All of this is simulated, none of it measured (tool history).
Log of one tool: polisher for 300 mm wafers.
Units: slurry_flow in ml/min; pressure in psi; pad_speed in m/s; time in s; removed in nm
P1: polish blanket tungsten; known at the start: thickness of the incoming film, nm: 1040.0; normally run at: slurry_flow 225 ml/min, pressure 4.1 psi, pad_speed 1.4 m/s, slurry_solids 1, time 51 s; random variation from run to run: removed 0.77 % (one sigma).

| run | hour | slurry_flow | pressure | pad_speed | slurry_solids | time | removed |
|---|---|---|---|---|---|---|---|
| 1 | 16.6 | 225 | 4.1 | 1.4 | 1 | 51 | 375.95 |
| 2 | 27.2 | 225 | 4.1 | 1.4 | 1 | 51 | 369.38 |
| 3 | 37 | 225 | 6.4 | 1.4 | 1 | 51 | 583.57 |
| 4 | 47.1 | 225 | 4.1 | 1.4 | 1 | 36 | 263.15 |
| 5 | 55.9 | 320 | 4.1 | 1.4 | 1 | 51 | 383.99 |
| 6 | 63.7 | 135 | 4.1 | 1.4 | 1 | 51 | 346.69 |
| 7 | 79.8 | 225 | 4.1 | 1.4 | 1.4 | 51 | 404.01 |
|  | 87.8 | slurry tank refilled with fresh slurry and peroxide |
| 8 | 92.1 | 225 | 4.1 | 1.4 | 0.65 | 51 | 338 |
| 9 | 108.7 | 225 | 2.1 | 1.4 | 1 | 51 | 190.18 |
| 10 | 119.1 | 225 | 4.1 | 1.4 | 1 | 51 | 370.61 |
| 11 | 127.9 | 225 | 4.1 | 1.4 | 1 | 51 | 371.4 |
| 12 | 139 | 225 | 4.1 | 1.4 | 1 | 51 | 377.75 |
| 13 | 152.7 | 225 | 4.1 | 1.4 | 1 | 76 | 561.7 |
| 14 | 162.9 | 225 | 4.1 | 1.4 | 1 | 51 | 374.23 |
|  | 168 | slurry nozzle cleaned |
| 15 | 179.5 | 225 | 4.1 | 2.18 | 1 | 51 | 584.02 |
| 16 | 188.1 | 315 | 4.1 | 1.4 | 1 | 27 | 202.93 |
| 17 | 195.6 | 225 | 4.1 | 1.4 | 1 | 51 | 372.79 |
| 18 | 204.6 | 225 | 4.1 | 1.04 | 1 | 51 | 277.98 |
| 19 | 212.4 | 225 | 4.1 | 1.4 | 1 | 51 | 372.69 |
| 20 | 224 | 225 | 4.1 | 1.4 | 1 | 51 | 362.49 |
| 21 | 231.6 | 225 | 4.1 | 1.4 | 1 | 51 | 361.14 |
| 22 | 246 | 225 | 4.1 | 1.4 | 1 | 51 | 356.99 |
|  | 254.9 | worn pad replaced by a new one |
| 23 | 259.8 | 225 | 4.1 | 1.4 | 1 | 51 | 347.49 |
| 24 | 270.2 | 225 | 4.1 | 1.4 | 1 | 51 | 347.09 |
| 25 | 281 | 225 | 4.1 | 1.4 | 1 | 51 | 348.09 |
|  | 288 | slurry blender recalibrated |
|  | 289.7 | head pressure recalibrated |
| 26 | 292.9 | 225 | 4.1 | 1.4 | 1 | 51 | 345.8 |

Run 27 comes next. What will it give?
| 27 | 308.3 | 225 | 4.1 | 1.4 | 1 | 51 | ? |

removed: 346.52 nm

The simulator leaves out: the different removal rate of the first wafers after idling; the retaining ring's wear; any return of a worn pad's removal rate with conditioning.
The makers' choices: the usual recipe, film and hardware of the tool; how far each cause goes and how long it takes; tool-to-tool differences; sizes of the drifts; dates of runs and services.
